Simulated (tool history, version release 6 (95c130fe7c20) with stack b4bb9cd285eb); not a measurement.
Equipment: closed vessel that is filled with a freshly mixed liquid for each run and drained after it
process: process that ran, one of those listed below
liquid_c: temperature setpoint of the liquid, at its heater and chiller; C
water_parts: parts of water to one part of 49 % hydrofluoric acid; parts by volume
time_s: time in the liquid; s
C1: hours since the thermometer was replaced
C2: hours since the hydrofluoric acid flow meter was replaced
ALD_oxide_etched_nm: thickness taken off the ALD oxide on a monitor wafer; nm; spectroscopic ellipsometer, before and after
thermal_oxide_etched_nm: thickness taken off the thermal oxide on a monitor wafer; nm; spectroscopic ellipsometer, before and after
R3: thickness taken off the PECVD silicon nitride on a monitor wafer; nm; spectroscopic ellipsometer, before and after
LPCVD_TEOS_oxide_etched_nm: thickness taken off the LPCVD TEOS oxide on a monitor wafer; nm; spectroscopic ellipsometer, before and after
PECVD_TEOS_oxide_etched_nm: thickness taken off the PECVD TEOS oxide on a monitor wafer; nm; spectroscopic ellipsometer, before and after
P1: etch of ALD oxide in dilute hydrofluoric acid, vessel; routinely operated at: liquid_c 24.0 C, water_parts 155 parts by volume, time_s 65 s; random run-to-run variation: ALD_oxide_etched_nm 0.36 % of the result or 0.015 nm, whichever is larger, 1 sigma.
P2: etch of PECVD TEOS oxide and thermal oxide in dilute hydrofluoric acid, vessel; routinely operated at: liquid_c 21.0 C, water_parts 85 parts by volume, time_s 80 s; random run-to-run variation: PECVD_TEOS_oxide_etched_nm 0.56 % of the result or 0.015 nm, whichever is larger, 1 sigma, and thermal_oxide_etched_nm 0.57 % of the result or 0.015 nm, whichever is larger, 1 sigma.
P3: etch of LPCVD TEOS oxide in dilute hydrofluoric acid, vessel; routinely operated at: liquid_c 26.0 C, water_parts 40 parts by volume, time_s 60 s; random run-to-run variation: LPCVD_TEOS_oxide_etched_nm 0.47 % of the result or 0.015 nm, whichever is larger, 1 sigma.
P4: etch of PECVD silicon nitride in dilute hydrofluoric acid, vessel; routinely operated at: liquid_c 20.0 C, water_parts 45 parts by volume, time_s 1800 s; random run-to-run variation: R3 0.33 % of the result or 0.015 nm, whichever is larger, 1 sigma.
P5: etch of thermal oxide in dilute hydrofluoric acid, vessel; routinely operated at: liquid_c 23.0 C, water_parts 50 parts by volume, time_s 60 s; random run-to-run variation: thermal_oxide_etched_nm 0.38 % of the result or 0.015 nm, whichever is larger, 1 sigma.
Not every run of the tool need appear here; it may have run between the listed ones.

{"run": 1, "hour": 10.9, "process": "P1", "liquid_c": 24.0, "water_parts": 155, "time_s": 65, "C1": 129.3, "C2": 1607.5, "ALD_oxide_etched_nm": 8.7654}
{"run": 2, "hour": 18.2, "process": "P5", "liquid_c": 30.5, "water_parts": 50, "time_s": 60, "C1": 136.6, "C2": 1614.8, "thermal_oxide_etched_nm": 7.7752}
{"run": 3, "hour": 27.0, "process": "P5", "liquid_c": 23.0, "water_parts": 50, "time_s": 90, "C1": 145.4, "C2": 1623.6, "thermal_oxide_etched_nm": 8.6186}
{"run": 4, "hour": 34.5, "process": "P5", "liquid_c": 23.0, "water_parts": 50, "time_s": 60, "C1": 152.9, "C2": 1631.1, "thermal_oxide_etched_nm": 5.7179}
{"hour": 36.4, "done": "thermometer replaced"}
{"run": 5, "hour": 40.6, "process": "P4", "liquid_c": 20.0, "water_parts": 45, "time_s": 1800, "C1": 4.2, "C2": 1637.2, "R3": 51.42}
{"run": 6, "hour": 47.4, "process": "P1", "liquid_c": 24.0, "water_parts": 155, "time_s": 65, "C1": 11.0, "C2": 1644.0, "ALD_oxide_etched_nm": 8.8393}
{"run": 7, "hour": 54.1, "process": "P1", "liquid_c": 24.0, "water_parts": 85, "time_s": 65, "C1": 17.7, "C2": 1650.7, "ALD_oxide_etched_nm": 17.407}
{"run": 8, "hour": 64.4, "process": "P1", "liquid_c": 24.0, "water_parts": 155, "time_s": 65, "C1": 28.0, "C2": 1661.0, "ALD_oxide_etched_nm": 8.8627}
{"run": 9, "hour": 73.6, "process": "P5", "liquid_c": 23.0, "water_parts": 90, "time_s": 60, "C1": 37.2, "C2": 1670.2, "thermal_oxide_etched_nm": 3.0385}
{"run": 10, "hour": 85.3, "process": "P3", "liquid_c": 26.0, "water_parts": 40, "time_s": 30, "C1": 48.9, "C2": 1681.9, "LPCVD_TEOS_oxide_etched_nm": 37.71}
{"run": 11, "hour": 96.1, "process": "P2", "liquid_c": 28.5, "water_parts": 85, "time_s": 80, "C1": 59.7, "C2": 1692.7, "thermal_oxide_etched_nm": 5.3117, "PECVD_TEOS_oxide_etched_nm": 16.637}
{"run": 12, "hour": 107.9, "process": "P3", "liquid_c": 26.0, "water_parts": 60, "time_s": 60, "C1": 71.5, "C2": 1704.5, "LPCVD_TEOS_oxide_etched_nm": 48.949}
{"run": 13, "hour": 114.5, "process": "P3", "liquid_c": 33.5, "water_parts": 40, "time_s": 60, "C1": 78.1, "C2": 1711.1, "LPCVD_TEOS_oxide_etched_nm": 101.73}
{"run": 14, "hour": 121.8, "process": "P3", "liquid_c": 26.0, "water_parts": 40, "time_s": 60, "C1": 85.4, "C2": 1718.4, "LPCVD_TEOS_oxide_etched_nm": 75.947}
{"run": 15, "hour": 132.0, "process": "P1", "liquid_c": 24.0, "water_parts": 155, "time_s": 65, "C1": 95.6, "C2": 1728.6, "ALD_oxide_etched_nm": 8.8247}
{"hour": 132.8, "done": "hydrofluoric acid flow meter replaced"}
{"run": 16, "hour": 141.0, "process": "P4", "liquid_c": 20.0, "water_parts": 45, "time_s": 3475, "C1": 104.6, "C2": 8.2, "R3": 99.291}
{"run": 17, "hour": 149.8, "process": "P1", "liquid_c": 19.5, "water_parts": 155, "time_s": 65, "C1": 113.4, "C2": 17.0, "ALD_oxide_etched_nm": 7.3603}
{"run": 18, "hour": 160.9, "process": "P1", "liquid_c": 24.0, "water_parts": 155, "time_s": 65, "C1": 124.5, "C2": 28.1, "ALD_oxide_etched_nm": 8.8453}
{"run": 19, "hour": 169.7, "process": "P1", "liquid_c": 27.5, "water_parts": 215, "time_s": 65, "C1": 133.3, "C2": 36.9, "ALD_oxide_etched_nm": 6.7387}
{"run": 20, "hour": 176.0, "process": "P4", "liquid_c": 20.0, "water_parts": 80, "time_s": 1800, "C1": 139.6, "C2": 43.2, "R3": 29.431}
{"run": 21, "hour": 183.3, "process": "P5", "liquid_c": 23.0, "water_parts": 50, "time_s": 60, "C1": 146.9, "C2": 50.5, "thermal_oxide_etched_nm": 5.7422}
{"run": 22, "hour": 193.6, "process": "P1", "liquid_c": 30.0, "water_parts": 155, "time_s": 65, "C1": 157.2, "C2": 60.8, "ALD_oxide_etched_nm": 10.939}
{"run": 23, "hour": 206.4, "process": "P2", "liquid_c": 21.0, "water_parts": 35, "time_s": 80, "C1": 170.0, "C2": 73.6, "thermal_oxide_etched_nm": 10.153, "PECVD_TEOS_oxide_etched_nm": 31.935}
{"run": 24, "hour": 215.5, "process": "P4", "liquid_c": 17.0, "water_parts": 45, "time_s": 1800, "C1": 179.1, "C2": 82.7, "R3": 41.927}
{"run": 25, "hour": 227.5, "process": "P1", "liquid_c": 24.0, "water_parts": 230, "time_s": 65, "C1": 191.1, "C2": 94.7, "ALD_oxide_etched_nm": 5.4733}
{"run": 26, "hour": 236.7, "process": "P1", "liquid_c": 24.0, "water_parts": 155, "time_s": 65, "C1": 200.3, "C2": 103.9, "ALD_oxide_etched_nm": 8.849}
{"run": 27, "hour": 244.6, "process": "P1", "liquid_c": 24.0, "water_parts": 155, "time_s": 130, "C1": 208.2, "C2": 111.8, "ALD_oxide_etched_nm": 17.642}
{"run": 28, "hour": 253.2, "process": "P1", "liquid_c": 24.0, "water_parts": 155, "time_s": 30, "C1": 216.8, "C2": 120.4, "ALD_oxide_etched_nm": 4.0612}
{"run": 29, "hour": 263.8, "process": "P2", "liquid_c": 21.0, "water_parts": 85, "time_s": 80, "C1": 227.4, "C2": 131.0, "thermal_oxide_etched_nm": 3.9415, "PECVD_TEOS_oxide_etched_nm": 12.243}
{"run": 30, "hour": 270.9, "process": "P2", "liquid_c": 21.0, "water_parts": 85, "time_s": 35, "C1": 234.5, "C2": 138.1, "thermal_oxide_etched_nm": 1.7047, "PECVD_TEOS_oxide_etched_nm": 5.4223}
{"run": 31, "hour": 276.7, "process": "P1", "liquid_c": 24.0, "water_parts": 155, "time_s": 65, "C1": 240.3, "C2": 143.9, "ALD_oxide_etched_nm": 8.8438}
{"run": 32, "hour": 283.9, "process": "P1", "liquid_c": 24.0, "water_parts": 155, "time_s": 65, "C1": 247.5, "C2": 151.1, "ALD_oxide_etched_nm": 9.0336}
{"run": 33, "hour": 291.0, "process": "P1", "liquid_c": 24.0, "water_parts": 155, "time_s": 65, "C1": 254.6, "C2": 158.2, "ALD_oxide_etched_nm": 9.2255}
{"run": 34, "hour": 296.9, "process": "P1", "liquid_c": 24.0, "water_parts": 155, "time_s": 65, "C1": 260.5, "C2": 164.1, "ALD_oxide_etched_nm": 9.2609}
{"run": 35, "hour": 309.4, "process": "P1", "liquid_c": 24.0, "water_parts": 155, "time_s": 65, "C1": 273.0, "C2": 176.6, "ALD_oxide_etched_nm": 9.4548}
{"run": 36, "hour": 315.0, "process": "P1", "liquid_c": 24.0, "water_parts": 155, "time_s": 65, "C1": 278.6, "C2": 182.2, "ALD_oxide_etched_nm": 9.4393}
{"run": 37, "hour": 322.0, "process": "P1", "liquid_c": 24.0, "water_parts": 155, "time_s": 65, "C1": 285.6, "C2": 189.2, "ALD_oxide_etched_nm": 9.5128}
{"run": 38, "hour": 332.8, "process": "P1", "liquid_c": 24.0, "water_parts": 155, "time_s": 65, "C1": 296.4, "C2": 200.0, "ALD_oxide_etched_nm": 9.5934}
{"run": 39, "hour": 340.4, "process": "P1", "liquid_c": 24.0, "water_parts": 155, "time_s": 65, "C1": 304.0, "C2": 207.6, "ALD_oxide_etched_nm": 9.5666}
{"run": 40, "hour": 349.2, "process": "P1", "liquid_c": 24.0, "water_parts": 155, "time_s": 65, "C1": 312.8, "C2": 216.4, "ALD_oxide_etched_nm": 9.5723}
{"run": 41, "hour": 360.0, "process": "P1", "liquid_c": 24.0, "water_parts": 155, "time_s": 65, "C1": 323.6, "C2": 227.2, "ALD_oxide_etched_nm": 9.6614}
{"run": 42, "hour": 367.0, "process": "P1", "liquid_c": 24.0, "water_parts": 155, "time_s": 65, "C1": 330.6, "C2": 234.2, "ALD_oxide_etched_nm": 9.7135}

P1 has crept away from where it was. The log is fitted equally well by each of these 2 causes, at the sizes shown:
A: hydrofluoric acid flow above the setpoint (%) = 7.73
B: liquid hotter than its thermometer reads (K) = 2.32
The onset of the drift is placed at about hour 276.7.

Of the 4 check runs listed below, each run on one wafer and each result written as a question mark, which would let you distinguish the listed causes because they would give clearly different results?
{"run": "check 1", "hour": 374.0, "process": "P2", "liquid_c": 27.0, "water_parts": 50, "time_s": 80, "thermal_oxide_etched_nm": "?", "PECVD_TEOS_oxide_etched_nm": "?"}
{"run": "check 2", "hour": 374.0, "process": "P4", "liquid_c": 20.0, "water_parts": 75, "time_s": 3290, "R3": "?"}
{"run": "check 3", "hour": 374.0, "process": "P5", "liquid_c": 28.5, "water_parts": 90, "time_s": 60, "thermal_oxide_etched_nm": "?"}
{"run": "check 4", "hour": 374.0, "process": "P3", "liquid_c": 32.5, "water_parts": 40, "time_s": 60, "LPCVD_TEOS_oxide_etched_nm": "?"}

Predicted outcomes, by check and by cause:
check=check_1 result=thermal_oxide_etched_nm if_A=9.7002 if_B=9.8245
check=check_1 result=PECVD_TEOS_oxide_etched_nm if_A=30.2420 if_B=30.6290
check=check_2 result=R3 if_A=61.643 if_B=67.144
check=check_3 result=thermal_oxide_etched_nm if_A=4.0830 if_B=4.1015
check=check_4 result=LPCVD_TEOS_oxide_etched_nm if_A=105.920 if_B=107.000
Distance between the nearest two causes, measured in the result of the check that separates them most: check 1 1.27 %; check 2 8.55 %; check 3 0.45 %; check 4 1.01 %
Check 2 is the one run that separates the causes; every other check would come out nearly the same whichever cause is at work.

Running check 2 produced the following: R3 66.811 nm. Which one of the listed causes fits?

The cause is B: liquid hotter than its thermometer reads (K).
